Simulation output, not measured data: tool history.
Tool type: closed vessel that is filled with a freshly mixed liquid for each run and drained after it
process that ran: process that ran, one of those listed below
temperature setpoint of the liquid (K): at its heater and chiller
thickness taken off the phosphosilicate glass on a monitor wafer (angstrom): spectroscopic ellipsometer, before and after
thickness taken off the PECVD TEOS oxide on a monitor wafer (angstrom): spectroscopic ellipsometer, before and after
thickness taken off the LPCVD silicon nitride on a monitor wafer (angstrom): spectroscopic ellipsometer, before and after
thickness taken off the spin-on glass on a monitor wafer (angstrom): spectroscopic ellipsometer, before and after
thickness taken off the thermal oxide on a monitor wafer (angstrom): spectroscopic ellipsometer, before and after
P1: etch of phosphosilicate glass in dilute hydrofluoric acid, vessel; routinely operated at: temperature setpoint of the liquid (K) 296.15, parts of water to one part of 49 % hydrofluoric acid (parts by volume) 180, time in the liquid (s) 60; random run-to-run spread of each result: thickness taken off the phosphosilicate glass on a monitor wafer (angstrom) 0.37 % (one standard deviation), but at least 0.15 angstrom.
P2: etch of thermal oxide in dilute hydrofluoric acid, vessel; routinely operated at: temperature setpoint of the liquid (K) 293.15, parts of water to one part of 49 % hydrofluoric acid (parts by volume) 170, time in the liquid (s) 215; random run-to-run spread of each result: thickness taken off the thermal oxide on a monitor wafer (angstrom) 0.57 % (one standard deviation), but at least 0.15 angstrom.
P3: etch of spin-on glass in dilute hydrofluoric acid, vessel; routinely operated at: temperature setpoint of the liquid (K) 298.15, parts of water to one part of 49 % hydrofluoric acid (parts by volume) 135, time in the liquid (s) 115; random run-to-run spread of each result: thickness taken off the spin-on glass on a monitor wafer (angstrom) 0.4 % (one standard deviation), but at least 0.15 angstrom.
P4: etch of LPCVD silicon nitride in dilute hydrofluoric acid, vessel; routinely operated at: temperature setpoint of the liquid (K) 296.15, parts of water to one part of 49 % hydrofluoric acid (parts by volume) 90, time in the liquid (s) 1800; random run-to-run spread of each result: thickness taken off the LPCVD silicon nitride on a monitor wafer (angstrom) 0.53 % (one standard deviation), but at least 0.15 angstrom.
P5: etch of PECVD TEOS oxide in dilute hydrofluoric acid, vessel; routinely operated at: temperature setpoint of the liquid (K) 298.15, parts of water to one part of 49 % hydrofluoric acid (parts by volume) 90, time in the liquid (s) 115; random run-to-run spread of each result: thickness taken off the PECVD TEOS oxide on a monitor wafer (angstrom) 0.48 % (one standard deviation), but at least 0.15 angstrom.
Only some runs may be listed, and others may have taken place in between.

run	hour	process that ran	temperature setpoint of the liquid (K)	parts of water to one part of 49 % hydrofluoric acid (parts by volume)	time in the liquid (s)	hours since the thermometer was replaced	hours since the hydrofluoric acid flow meter was replaced	thickness taken off the phosphosilicate glass on a monitor wafer (angstrom)	thickness taken off the PECVD TEOS oxide on a monitor wafer (angstrom)	thickness taken off the LPCVD silicon nitride on a monitor wafer (angstrom)	thickness taken off the spin-on glass on a monitor wafer (angstrom)	thickness taken off the thermal oxide on a monitor wafer (angstrom)
1	12.2	P1	296.15	180	60	364.4	1100.8	178.740				
2	28.8	P5	305.65	90	115	381.0	1117.4		356.19			
3	45.9	P4	296.15	155	1800	398.1	1134.5			56.053		
4	55.6	P4	304.15	90	1800	407.8	1144.2			160.760		
5	70.2	P3	298.15	135	200	422.4	1158.8				1005.60	
6	89.2	P5	298.15	125	115	441.4	1177.8		183.73			
7	98.3	P2	293.15	170	340	450.5	1186.9					75.894
8	114.8	P2	293.15	170	215	467.0	1203.4					47.923
9	130.0	P3	292.65	135	115	482.2	1218.6				467.52	
10	141.7	P2	298.15	170	215	493.9	1230.3					58.493
11	158.7	P4	296.15	90	1800	510.9	1247.3			96.759		
12	176.6	P5	298.15	90	115	528.8	1265.2		270.27			
13	185.1	P1	292.15	180	60	537.3	1273.7	153.100				
14	198.0	P1	296.15	180	60	550.2	1286.6	178.460				
15	210.1	P1	296.15	180	60	562.3	1298.7	178.130				
16	221.8	P5	298.15	90	50	574.0	1310.4		115.83			
17	238.7	P3	298.15	245	115	590.9	1327.3				281.10	
18	253.7	P2	293.15	105	215	605.9	1342.3					84.385
19	266.2	P1	290.15	240	60	618.4	1354.8	100.490				
20	283.8	P1	296.15	180	60	636.0	1372.4	178.860				
21	299.6	P3	298.15	135	115	651.8	1388.2				578.98	
22	315.8	P1	296.15	180	60	668.0	1404.4	178.810				
23	332.4	P1	296.15	95	60	684.6	1421.0	372.160				
24	341.9	P3	298.15	135	115	694.1	1430.5				570.34	
25	351.2	P1	296.15	295	60	703.4	1439.8	96.973				
26	366.8	P2	293.15	170	215	719.0	1455.4					47.871
27	383.5	P1	296.15	180	30	735.7	1472.1	89.159				
28	398.7	P5	298.15	90	115	750.9	1487.3		269.90			
29	417.4	P4	296.15	90	625	769.6	1506.0			33.862		
30	431.4	P1	296.15	180	110	783.6	1520.0	325.610				
31	441.7	P4	296.15	90	1800	793.9	1530.3			96.294		
32	451.5	P1	302.65	180	60	803.7	1540.1	225.990				
33	461.5	P1	296.15	180	60	813.7	1550.1	177.960				
34	470.6	P1	296.15	180	60	822.8	1559.2	175.300				
35	479.6	P1	296.15	180	60	831.8	1568.2	173.250				

For run 36, what comes out?
36	499.0	P1	296.15	180	60	851.2	1587.6	?				

Run 36 gave thickness taken off the phosphosilicate glass on a monitor wafer (angstrom) 170.820.

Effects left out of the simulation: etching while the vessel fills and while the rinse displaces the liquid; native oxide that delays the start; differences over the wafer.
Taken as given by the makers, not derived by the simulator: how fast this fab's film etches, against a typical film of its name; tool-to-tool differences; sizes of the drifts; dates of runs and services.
